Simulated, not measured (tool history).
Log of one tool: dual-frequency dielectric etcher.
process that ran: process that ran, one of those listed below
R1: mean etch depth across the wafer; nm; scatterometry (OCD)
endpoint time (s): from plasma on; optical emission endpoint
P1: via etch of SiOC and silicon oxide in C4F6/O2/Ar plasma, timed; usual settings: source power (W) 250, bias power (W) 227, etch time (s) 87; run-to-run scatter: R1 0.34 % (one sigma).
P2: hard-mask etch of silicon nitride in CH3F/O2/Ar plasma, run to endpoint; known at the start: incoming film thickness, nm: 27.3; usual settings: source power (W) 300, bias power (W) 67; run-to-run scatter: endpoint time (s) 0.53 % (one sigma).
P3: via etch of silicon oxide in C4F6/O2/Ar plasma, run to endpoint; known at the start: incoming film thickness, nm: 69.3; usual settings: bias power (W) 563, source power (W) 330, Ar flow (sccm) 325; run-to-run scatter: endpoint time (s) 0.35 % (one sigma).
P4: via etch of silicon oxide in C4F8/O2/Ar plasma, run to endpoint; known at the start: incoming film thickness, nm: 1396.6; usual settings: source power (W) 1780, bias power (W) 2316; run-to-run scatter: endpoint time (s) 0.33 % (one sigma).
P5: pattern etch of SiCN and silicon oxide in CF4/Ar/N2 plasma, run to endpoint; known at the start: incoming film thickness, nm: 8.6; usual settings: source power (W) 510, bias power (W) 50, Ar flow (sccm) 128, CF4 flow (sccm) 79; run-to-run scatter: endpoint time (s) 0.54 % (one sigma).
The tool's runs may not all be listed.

{"run": 1, "hour": 5.7, "process that ran": "P1", "source power (W)": 250, "bias power (W)": 227, "etch time (s)": 87, "R1": 92.216}
{"run": 2, "hour": 11.7, "process that ran": "P5", "source power (W)": 510, "bias power (W)": 50, "Ar flow (sccm)": 128, "CF4 flow (sccm)": 98, "endpoint time (s)": 9.9862}
{"run": 3, "hour": 15.6, "process that ran": "P1", "source power (W)": 250, "bias power (W)": 227, "etch time (s)": 87, "R1": 91.817}
{"run": 4, "hour": 18.4, "process that ran": "P1", "source power (W)": 250, "bias power (W)": 227, "etch time (s)": 87, "R1": 91.746}
{"run": 5, "hour": 22.5, "process that ran": "P4", "source power (W)": 1780, "bias power (W)": 1589, "endpoint time (s)": 304.22}
{"run": 6, "hour": 28.6, "process that ran": "P1", "source power (W)": 250, "bias power (W)": 227, "etch time (s)": 119.5, "R1": 125.84}
{"run": 7, "hour": 31.5, "process that ran": "P4", "source power (W)": 1250, "bias power (W)": 2316, "endpoint time (s)": 313.65}
{"run": 8, "hour": 36.6, "process that ran": "P2", "source power (W)": 300, "bias power (W)": 67, "endpoint time (s)": 45.243}
{"run": 9, "hour": 42.4, "process that ran": "P5", "source power (W)": 510, "bias power (W)": 50, "Ar flow (sccm)": 169, "CF4 flow (sccm)": 79, "endpoint time (s)": 10.915}
{"run": 10, "hour": 48.1, "process that ran": "P5", "source power (W)": 360, "bias power (W)": 50, "Ar flow (sccm)": 128, "CF4 flow (sccm)": 79, "endpoint time (s)": 14.2}
{"run": 11, "hour": 52.8, "process that ran": "P2", "source power (W)": 400, "bias power (W)": 67, "endpoint time (s)": 40.079}
{"run": 12, "hour": 58.6, "process that ran": "P1", "source power (W)": 250, "bias power (W)": 152, "etch time (s)": 87, "R1": 80.157}
{"run": 13, "hour": 64.6, "process that ran": "P1", "source power (W)": 250, "bias power (W)": 227, "etch time (s)": 87, "R1": 91.677}
{"run": 14, "hour": 69.4, "process that ran": "P5", "source power (W)": 510, "bias power (W)": 50, "Ar flow (sccm)": 128, "CF4 flow (sccm)": 79, "endpoint time (s)": 10.344}
{"run": 15, "hour": 75.2, "process that ran": "P3", "source power (W)": 330, "bias power (W)": 563, "Ar flow (sccm)": 325, "endpoint time (s)": 15.432}
{"hour": 76.1, "done": "bias power generator calibrated"}
{"run": 16, "hour": 79.8, "process that ran": "P1", "source power (W)": 250, "bias power (W)": 227, "etch time (s)": 87, "R1": 91.712}
{"run": 17, "hour": 85.4, "process that ran": "P2", "source power (W)": 300, "bias power (W)": 67, "endpoint time (s)": 44.288}
{"run": 18, "hour": 89.8, "process that ran": "P1", "source power (W)": 250, "bias power (W)": 227, "etch time (s)": 87, "R1": 92.145}
{"run": 19, "hour": 92.8, "process that ran": "P5", "source power (W)": 510, "bias power (W)": 50, "Ar flow (sccm)": 128, "CF4 flow (sccm)": 79, "endpoint time (s)": 10.347}
{"run": 20, "hour": 98.5, "process that ran": "P3", "source power (W)": 460, "bias power (W)": 563, "Ar flow (sccm)": 325, "endpoint time (s)": 13.654}
{"run": 21, "hour": 101.6, "process that ran": "P1", "source power (W)": 250, "bias power (W)": 227, "etch time (s)": 66, "R1": 69.162}
{"run": 22, "hour": 104.6, "process that ran": "P3", "source power (W)": 330, "bias power (W)": 563, "Ar flow (sccm)": 218, "endpoint time (s)": 14.697}
{"run": 23, "hour": 108.3, "process that ran": "P5", "source power (W)": 510, "bias power (W)": 66, "Ar flow (sccm)": 128, "CF4 flow (sccm)": 79, "endpoint time (s)": 9.4388}
{"run": 24, "hour": 111.7, "process that ran": "P1", "source power (W)": 250, "bias power (W)": 303, "etch time (s)": 87, "R1": 101.78}
{"run": 25, "hour": 117.6, "process that ran": "P1", "source power (W)": 330, "bias power (W)": 227, "etch time (s)": 87, "R1": 102.13}
{"run": 26, "hour": 123.7, "process that ran": "P1", "source power (W)": 150, "bias power (W)": 227, "etch time (s)": 87, "R1": 75.418}
{"run": 27, "hour": 127.2, "process that ran": "P3", "source power (W)": 330, "bias power (W)": 750, "Ar flow (sccm)": 325, "endpoint time (s)": 13.72}
{"run": 28, "hour": 130.5, "process that ran": "P4", "source power (W)": 1780, "bias power (W)": 2316, "endpoint time (s)": 273.03}
{"run": 29, "hour": 134.6, "process that ran": "P1", "source power (W)": 250, "bias power (W)": 316, "etch time (s)": 111, "R1": 131.8}
{"run": 30, "hour": 139.0, "process that ran": "P4", "source power (W)": 1780, "bias power (W)": 2316, "endpoint time (s)": 273.13}
{"run": 31, "hour": 145.0, "process that ran": "P2", "source power (W)": 300, "bias power (W)": 86, "endpoint time (s)": 40.647}
{"run": 32, "hour": 148.8, "process that ran": "P1", "source power (W)": 250, "bias power (W)": 227, "etch time (s)": 87, "R1": 92.081}
{"run": 33, "hour": 151.5, "process that ran": "P1", "source power (W)": 250, "bias power (W)": 227, "etch time (s)": 87, "R1": 91.427}
{"run": 34, "hour": 154.5, "process that ran": "P1", "source power (W)": 250, "bias power (W)": 227, "etch time (s)": 87, "R1": 90.786}
{"run": 35, "hour": 159.5, "process that ran": "P1", "source power (W)": 250, "bias power (W)": 227, "etch time (s)": 87, "R1": 90.472}
{"run": 36, "hour": 163.2, "process that ran": "P1", "source power (W)": 250, "bias power (W)": 227, "etch time (s)": 87, "R1": 90.715}
{"run": 37, "hour": 169.1, "process that ran": "P1", "source power (W)": 250, "bias power (W)": 227, "etch time (s)": 87, "R1": 90.209}
{"run": 38, "hour": 172.9, "process that ran": "P1", "source power (W)": 250, "bias power (W)": 227, "etch time (s)": 87, "R1": 90.001}
{"run": 39, "hour": 176.0, "process that ran": "P1", "source power (W)": 250, "bias power (W)": 227, "etch time (s)": 87, "R1": 90.446}
{"hour": 178.7, "done": "wet clean of the chamber"}
{"run": 40, "hour": 180.6, "process that ran": "P1", "source power (W)": 250, "bias power (W)": 227, "etch time (s)": 87, "R1": 90.541}
{"run": 41, "hour": 185.0, "process that ran": "P1", "source power (W)": 250, "bias power (W)": 227, "etch time (s)": 87, "R1": 89.547}
{"run": 42, "hour": 188.8, "process that ran": "P1", "source power (W)": 250, "bias power (W)": 227, "etch time (s)": 87, "R1": 90.033}

What P1 gives has crept away from where it was. These 2 causes fit the log equally well, each at the size given:
A: bias power that arrives under what is set, % = 4.87
B: source power that arrives under what is set, % = 4.46
The creep began at about hour 148.8.
Why every other cause is out:
chamber walls in a state that lowers the etch rate, %: serviced at hour 178.7, which brought nothing back

4 check runs are offered, each on 3 wafers whose results are averaged, their results left as question marks. Which one tells the causes apart?
{"run": "check 1", "hour": 192.6, "process that ran": "P3", "source power (W)": 330, "bias power (W)": 563, "Ar flow (sccm)": 325, "endpoint time (s)": "?"}
{"run": "check 2", "hour": 192.6, "process that ran": "P2", "source power (W)": 300, "bias power (W)": 67, "endpoint time (s)": "?"}
{"run": "check 3", "hour": 192.6, "process that ran": "P5", "source power (W)": 510, "bias power (W)": 50, "Ar flow (sccm)": 128, "CF4 flow (sccm)": 79, "endpoint time (s)": "?"}
{"run": "check 4", "hour": 192.6, "process that ran": "P4", "source power (W)": 1780, "bias power (W)": 2316, "endpoint time (s)": "?"}

What each check would give under each cause:
check=check_1 result=endpoint_time_(s) if_A=15.679 if_B=15.642
check=check_2 result=endpoint_time_(s) if_A=45.441 if_B=45.447
check=check_3 result=endpoint_time_(s) if_A=10.538 if_B=10.806
check=check_4 result=endpoint_time_(s) if_A=277.46 if_B=278.36
How far apart the two closest causes lie, in the result that separates them most: check 1 0.24 %; check 2 0.01 %; check 3 2.51 %; check 4 0.32 %
Check 3 tells the causes apart: in the others they would give nearly the same result.

Then check 3 was run and gave: endpoint time (s) 10.803. Which cause is it?

It is B: source power that arrives under what is set, %.
